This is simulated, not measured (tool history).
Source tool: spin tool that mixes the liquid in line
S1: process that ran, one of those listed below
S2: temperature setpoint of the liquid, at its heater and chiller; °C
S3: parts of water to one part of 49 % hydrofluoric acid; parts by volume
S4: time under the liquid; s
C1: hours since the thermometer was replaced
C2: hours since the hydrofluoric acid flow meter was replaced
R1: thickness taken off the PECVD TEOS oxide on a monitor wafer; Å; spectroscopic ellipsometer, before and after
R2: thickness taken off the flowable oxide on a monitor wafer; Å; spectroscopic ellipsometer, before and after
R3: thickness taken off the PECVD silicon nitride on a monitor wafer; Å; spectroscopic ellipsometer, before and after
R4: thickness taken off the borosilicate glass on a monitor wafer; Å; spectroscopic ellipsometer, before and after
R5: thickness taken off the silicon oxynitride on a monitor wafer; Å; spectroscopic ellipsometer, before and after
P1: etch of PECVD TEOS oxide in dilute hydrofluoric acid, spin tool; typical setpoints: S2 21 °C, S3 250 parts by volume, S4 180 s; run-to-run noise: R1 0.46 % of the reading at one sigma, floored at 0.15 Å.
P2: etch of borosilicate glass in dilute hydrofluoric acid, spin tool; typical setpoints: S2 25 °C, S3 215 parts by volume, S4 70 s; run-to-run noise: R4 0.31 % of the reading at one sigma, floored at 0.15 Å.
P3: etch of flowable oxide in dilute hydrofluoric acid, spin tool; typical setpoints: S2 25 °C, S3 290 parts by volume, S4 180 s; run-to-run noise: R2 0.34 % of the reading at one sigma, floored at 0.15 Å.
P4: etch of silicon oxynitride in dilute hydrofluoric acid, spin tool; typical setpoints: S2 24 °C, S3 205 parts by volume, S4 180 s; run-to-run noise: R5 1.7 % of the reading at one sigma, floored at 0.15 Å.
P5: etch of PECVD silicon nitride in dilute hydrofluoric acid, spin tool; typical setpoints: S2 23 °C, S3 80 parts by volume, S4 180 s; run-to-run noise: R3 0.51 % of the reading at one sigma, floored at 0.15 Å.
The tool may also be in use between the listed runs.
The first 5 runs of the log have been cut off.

run	day	S1	S2	S3	S4	C1	C2	R1	R2	R3	R4	R5
6	1.338	P3	25	290	305	888.6	339.4		453.89			
7	1.529	P5	23	80	180	893.2	344			82.183		
8	1.708	P2	30	215	70	897.5	348.3				93.349	
9	1.962	P1	17	250	180	903.6	354.4	74.871				
10	2.196	P4	24	85	180	909.2	360					31.27
11	2.483	P2	25	340	70	916.1	366.9				43.517	
12	2.638	P1	21	355	180	919.8	370.6	55.671				
13	2.942	P1	21	75	180	927.1	377.9	351.85				
14	3.1	P1	26	365	180	930.9	381.7	63.676				
15	3.242	P1	21	250	180	934.3	385.1	87.246				
16	3.488	P4	17	205	180	940.2	391					8.6776
17	3.771	P4	24	205	355	947	397.8					22.748
18	3.992	P5	23	20	180	952.3	403.1			316.79		
19	4.258	P2	25	215	70	958.7	409.5				78.131	
20	4.454	P3	25	115	180	963.4	414.2		820.16			
21	4.633	P1	25	250	20	967.7	418.5	11.422				
22	4.908	P5	23	80	180	974.3	425.1			81.483		
23	5.117	P2	25	215	30	979.3	430.1				33.567	
24	5.392	P4	24	205	180	985.9	436.7					12.029
25	5.612	P1	21	250	180	991.2	442	87.337				
26	5.775	P4	24	205	180	995.1	445.9					12.169
27	6.083	P1	25.5	250	180	1002.5	453.3	102.64				
28	6.229	P1	21	250	350	1006	456.8	171.04				
29	6.538	P2	25	215	70	1013.4	464.2				77.938	
30	6.817	P1	21	250	60	1020.1	470.9	29.436				

Run 31, settings as shown, results not yet in. Your forecast:
31	7.125	P5	29.5	80	180	1027.5	478.3			?		

For run 31 the tool returned R3 124.36 Å.
